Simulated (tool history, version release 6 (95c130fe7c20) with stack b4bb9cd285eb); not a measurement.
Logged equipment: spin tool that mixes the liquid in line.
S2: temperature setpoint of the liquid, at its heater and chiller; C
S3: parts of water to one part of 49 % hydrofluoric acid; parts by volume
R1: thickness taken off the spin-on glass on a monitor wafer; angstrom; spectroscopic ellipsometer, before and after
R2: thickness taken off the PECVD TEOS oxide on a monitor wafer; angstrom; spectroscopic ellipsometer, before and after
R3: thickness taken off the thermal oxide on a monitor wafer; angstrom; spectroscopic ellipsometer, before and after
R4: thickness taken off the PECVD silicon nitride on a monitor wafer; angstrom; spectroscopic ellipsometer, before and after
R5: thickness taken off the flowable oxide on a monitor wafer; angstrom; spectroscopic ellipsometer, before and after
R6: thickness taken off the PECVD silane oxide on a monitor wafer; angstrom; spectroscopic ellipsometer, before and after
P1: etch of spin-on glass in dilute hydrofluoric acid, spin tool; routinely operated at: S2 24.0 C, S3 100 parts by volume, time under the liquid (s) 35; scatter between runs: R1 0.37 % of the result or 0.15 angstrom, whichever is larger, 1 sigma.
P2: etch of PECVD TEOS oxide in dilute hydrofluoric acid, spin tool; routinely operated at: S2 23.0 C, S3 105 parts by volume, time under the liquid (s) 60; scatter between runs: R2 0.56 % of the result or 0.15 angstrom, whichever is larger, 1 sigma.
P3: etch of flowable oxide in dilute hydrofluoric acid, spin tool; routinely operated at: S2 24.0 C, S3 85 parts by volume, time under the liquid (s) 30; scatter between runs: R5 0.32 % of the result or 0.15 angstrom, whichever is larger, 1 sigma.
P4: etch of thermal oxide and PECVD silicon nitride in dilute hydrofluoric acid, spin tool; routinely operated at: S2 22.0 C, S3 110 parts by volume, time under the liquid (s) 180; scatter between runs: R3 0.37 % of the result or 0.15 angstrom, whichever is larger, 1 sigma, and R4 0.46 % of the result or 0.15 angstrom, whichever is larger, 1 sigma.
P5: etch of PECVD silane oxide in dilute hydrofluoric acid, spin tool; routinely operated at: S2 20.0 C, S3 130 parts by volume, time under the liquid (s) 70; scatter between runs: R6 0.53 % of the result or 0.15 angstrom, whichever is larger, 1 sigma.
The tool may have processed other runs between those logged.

Run 1, day 0.683: process that ran P1, S2 24.0 C, S3 100 parts by volume, time under the liquid (s) 35. Result: R1 118.570 angstrom.
Run 2, day 1.021: process that ran P2, S2 23.0 C, S3 105 parts by volume, time under the liquid (s) 60. Result: R2 85.139 angstrom.
Run 3, day 1.471: process that ran P2, S2 23.0 C, S3 65 parts by volume, time under the liquid (s) 60. Result: R2 143.270 angstrom.
Run 4, day 2.079: process that ran P4, S2 22.0 C, S3 110 parts by volume, time under the liquid (s) 180. Result: R3 77.527 angstrom, R4 47.839 angstrom.
Run 5, day 2.533: process that ran P1, S2 24.0 C, S3 100 parts by volume, time under the liquid (s) 60. Result: R1 201.810 angstrom.
Run 6, day 2.900: process that ran P3, S2 24.0 C, S3 150 parts by volume, time under the liquid (s) 30. Result: R5 69.410 angstrom.
Run 7, day 3.321: process that ran P5, S2 20.0 C, S3 130 parts by volume, time under the liquid (s) 70. Result: R6 217.49 angstrom.
Run 8, day 3.808: process that ran P4, S2 22.0 C, S3 110 parts by volume, time under the liquid (s) 50. Result: R3 21.542 angstrom, R4 13.388 angstrom.
Run 9, day 4.175: process that ran P1, S2 24.0 C, S3 100 parts by volume, time under the liquid (s) 35. Result: R1 118.470 angstrom.
Run 10, day 4.817: process that ran P1, S2 28.5 C, S3 100 parts by volume, time under the liquid (s) 15. Result: R1 60.272 angstrom.
Run 11, day 5.483: process that ran P1, S2 24.0 C, S3 100 parts by volume, time under the liquid (s) 35. Result: R1 118.980 angstrom.
Run 12, day 5.933: process that ran P1, S2 24.0 C, S3 100 parts by volume, time under the liquid (s) 35. Result: R1 118.780 angstrom.
At day 6.517: thermometer replaced.
Run 13, day 6.562: process that ran P1, S2 24.0 C, S3 40 parts by volume, time under the liquid (s) 35. Result: R1 318.280 angstrom.
Run 14, day 6.929: process that ran P5, S2 20.0 C, S3 130 parts by volume, time under the liquid (s) 115. Result: R6 356.93 angstrom.
Run 15, day 7.525: process that ran P4, S2 29.5 C, S3 110 parts by volume, time under the liquid (s) 180. Result: R3 103.540 angstrom, R4 76.464 angstrom.
Run 16, day 7.904: process that ran P1, S2 24.0 C, S3 100 parts by volume, time under the liquid (s) 35. Result: R1 118.440 angstrom.
Run 17, day 8.338: process that ran P4, S2 22.0 C, S3 110 parts by volume, time under the liquid (s) 180. Result: R3 77.641 angstrom, R4 47.564 angstrom.
Run 18, day 8.662: process that ran P1, S2 20.5 C, S3 170 parts by volume, time under the liquid (s) 35. Result: R1 56.066 angstrom.
Run 19, day 9.000: process that ran P2, S2 27.5 C, S3 105 parts by volume, time under the liquid (s) 60. Result: R2 102.230 angstrom.
Run 20, day 9.667: process that ran P2, S2 23.0 C, S3 105 parts by volume, time under the liquid (s) 25. Result: R2 35.258 angstrom.
Run 21, day 10.296: process that ran P3, S2 24.0 C, S3 85 parts by volume, time under the liquid (s) 30. Result: R5 132.910 angstrom.
Run 22, day 10.717: process that ran P1, S2 24.0 C, S3 100 parts by volume, time under the liquid (s) 15. Result: R1 50.662 angstrom.
Run 23, day 11.175: process that ran P1, S2 24.0 C, S3 175 parts by volume, time under the liquid (s) 35. Result: R1 61.566 angstrom.
Run 24, day 11.496: process that ran P4, S2 22.0 C, S3 55 parts by volume, time under the liquid (s) 180. Result: R3 165.760 angstrom, R4 92.933 angstrom.
Run 25, day 11.812: process that ran P5, S2 20.0 C, S3 130 parts by volume, time under the liquid (s) 70. Result: R6 214.81 angstrom.
Run 26, day 12.175: process that ran P3, S2 24.0 C, S3 85 parts by volume, time under the liquid (s) 15. Result: R5 66.575 angstrom.
Run 27, day 12.746: process that ran P1, S2 20.5 C, S3 100 parts by volume, time under the liquid (s) 35. Result: R1 102.860 angstrom.
Run 28, day 13.192: process that ran P5, S2 27.5 C, S3 130 parts by volume, time under the liquid (s) 70. Result: R6 287.18 angstrom.
Run 29, day 13.517: process that ran P1, S2 24.0 C, S3 100 parts by volume, time under the liquid (s) 35. Result: R1 117.870 angstrom.
Run 30, day 14.075: process that ran P1, S2 31.5 C, S3 100 parts by volume, time under the liquid (s) 35. Result: R1 156.720 angstrom.
Run 31, day 14.442: process that ran P5, S2 20.0 C, S3 230 parts by volume, time under the liquid (s) 70. Result: R6 110.73 angstrom.
Run 32, day 14.879: process that ran P3, S2 18.0 C, S3 85 parts by volume, time under the liquid (s) 30. Result: R5 103.350 angstrom.
Run 33, day 15.433: process that ran P1, S2 24.0 C, S3 100 parts by volume, time under the liquid (s) 35. Result: R1 117.660 angstrom.
Run 34, day 15.925: process that ran P1, S2 24.0 C, S3 100 parts by volume, time under the liquid (s) 35. Result: R1 121.240 angstrom.
Run 35, day 16.304: process that ran P1, S2 24.0 C, S3 100 parts by volume, time under the liquid (s) 35. Result: R1 122.550 angstrom.
Run 36, day 16.758: process that ran P1, S2 24.0 C, S3 100 parts by volume, time under the liquid (s) 35. Result: R1 124.580 angstrom.

Forecast run 37:
Run 37, day 17.217: process that ran P1, S2 24.0 C, S3 100 parts by volume, time under the liquid (s) 35. Result: R1 ?.

For run 37 the tool returned R1 125.640 angstrom.
